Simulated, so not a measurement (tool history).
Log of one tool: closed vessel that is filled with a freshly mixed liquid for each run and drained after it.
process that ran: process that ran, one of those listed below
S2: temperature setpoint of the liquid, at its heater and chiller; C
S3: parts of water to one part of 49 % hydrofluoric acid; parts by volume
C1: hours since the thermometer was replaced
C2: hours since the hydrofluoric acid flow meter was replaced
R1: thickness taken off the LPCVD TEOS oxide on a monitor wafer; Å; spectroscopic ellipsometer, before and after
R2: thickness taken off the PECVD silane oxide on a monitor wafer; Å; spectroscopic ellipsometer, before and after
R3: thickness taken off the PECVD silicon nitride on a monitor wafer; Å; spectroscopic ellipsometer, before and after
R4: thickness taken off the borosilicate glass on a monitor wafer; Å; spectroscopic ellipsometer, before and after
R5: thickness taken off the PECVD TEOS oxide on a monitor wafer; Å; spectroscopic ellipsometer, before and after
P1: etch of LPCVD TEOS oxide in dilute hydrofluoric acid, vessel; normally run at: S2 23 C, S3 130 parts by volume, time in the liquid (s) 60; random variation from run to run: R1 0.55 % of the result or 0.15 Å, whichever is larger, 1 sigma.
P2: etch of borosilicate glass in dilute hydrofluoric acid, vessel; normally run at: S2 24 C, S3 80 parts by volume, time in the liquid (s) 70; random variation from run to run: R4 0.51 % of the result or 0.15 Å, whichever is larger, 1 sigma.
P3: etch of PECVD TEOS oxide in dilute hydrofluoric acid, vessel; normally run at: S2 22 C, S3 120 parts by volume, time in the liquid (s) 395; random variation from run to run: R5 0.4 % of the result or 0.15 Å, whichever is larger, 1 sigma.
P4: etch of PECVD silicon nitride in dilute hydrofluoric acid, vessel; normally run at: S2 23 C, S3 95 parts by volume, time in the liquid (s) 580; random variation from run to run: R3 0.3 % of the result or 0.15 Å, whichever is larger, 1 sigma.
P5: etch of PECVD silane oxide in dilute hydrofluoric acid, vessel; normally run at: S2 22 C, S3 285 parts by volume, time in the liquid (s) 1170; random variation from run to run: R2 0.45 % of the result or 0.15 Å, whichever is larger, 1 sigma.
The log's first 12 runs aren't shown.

run 13 day=2.638 | process_that_ran=P1 S2=23 S3=185 time_in_the_liquid_(s)=60 | C1=446.9 C2=511.7 | R1=91.149
run 14 day=2.879 | process_that_ran=P1 S2=23 S3=130 time_in_the_liquid_(s)=60 | C1=452.7 C2=517.5 | R1=137.07
run 15 day=3.1 | process_that_ran=P4 S2=23 S3=40 time_in_the_liquid_(s)=580 | C1=458 C2=522.8 | R3=528.01
run 16 day=3.362 | process_that_ran=P1 S2=23 S3=35 time_in_the_liquid_(s)=60 | C1=464.3 C2=529.1 | R1=576.47
run 17 day=3.512 | process_that_ran=P3 S2=22 S3=120 time_in_the_liquid_(s)=195 | C1=467.9 C2=532.7 | R5=119.84
run 18 day=3.742 | process_that_ran=P2 S2=30.5 S3=80 time_in_the_liquid_(s)=70 | C1=473.4 C2=538.2 | R4=390.97
run 19 day=3.917 | process_that_ran=P3 S2=22 S3=120 time_in_the_liquid_(s)=395 | C1=477.6 C2=542.4 | R5=241.93
run 20 day=4.188 | process_that_ran=P2 S2=24 S3=80 time_in_the_liquid_(s)=70 | C1=484.1 C2=548.9 | R4=305.51
run 21 day=4.429 | process_that_ran=P3 S2=17 S3=120 time_in_the_liquid_(s)=395 | C1=489.9 C2=554.7 | R5=197.6
run 22 day=4.558 | process_that_ran=P5 S2=17 S3=285 time_in_the_liquid_(s)=1170 | C1=493 C2=557.8 | R2=469.71
run 23 day=4.808 | process_that_ran=P1 S2=23 S3=130 time_in_the_liquid_(s)=30 | C1=499 C2=563.8 | R1=68.356
run 24 day=5.029 | process_that_ran=P4 S2=23 S3=95 time_in_the_liquid_(s)=315 | C1=504.3 C2=569.1 | R3=122.78
run 25 day=5.2 | process_that_ran=P5 S2=22 S3=460 time_in_the_liquid_(s)=1170 | C1=508.4 C2=573.2 | R2=297.96
run 26 day=5.488 | process_that_ran=P1 S2=18.5 S3=30 time_in_the_liquid_(s)=60 | C1=515.3 C2=580.1 | R1=554
run 27 day=5.775 | process_that_ran=P1 S2=23 S3=130 time_in_the_liquid_(s)=60 | C1=522.2 C2=587 | R1=137.34
run 28 day=6.033 | process_that_ran=P5 S2=22 S3=285 time_in_the_liquid_(s)=455 | C1=528.4 C2=593.2 | R2=219.29
run 29 day=6.308 | process_that_ran=P2 S2=24 S3=80 time_in_the_liquid_(s)=70 | C1=535 C2=599.8 | R4=304.53
run 30 day=6.571 | process_that_ran=P2 S2=24 S3=135 time_in_the_liquid_(s)=70 | C1=541.3 C2=606.1 | R4=169.07
run 31 day=6.788 | process_that_ran=P1 S2=23 S3=130 time_in_the_liquid_(s)=105 | C1=546.5 C2=611.3 | R1=239.92
run 32 day=7.05 | process_that_ran=P1 S2=23 S3=130 time_in_the_liquid_(s)=60 | C1=552.8 C2=617.6 | R1=138.38
run 33 day=7.229 | process_that_ran=P1 S2=23 S3=130 time_in_the_liquid_(s)=60 | C1=557.1 C2=621.9 | R1=141.17
run 34 day=7.442 | process_that_ran=P1 S2=23 S3=130 time_in_the_liquid_(s)=60 | C1=562.2 C2=627 | R1=141.41
run 35 day=7.579 | process_that_ran=P1 S2=23 S3=130 time_in_the_liquid_(s)=60 | C1=565.5 C2=630.3 | R1=143.77
run 36 day=7.825 | process_that_ran=P1 S2=23 S3=130 time_in_the_liquid_(s)=60 | C1=571.4 C2=636.2 | R1=143.55

Forecast run 37:
run 37 day=7.967 | process_that_ran=P1 S2=23 S3=130 time_in_the_liquid_(s)=60 | C1=574.8 C2=639.6 | R1=?

Run 37 gave R1 145.38 Å.
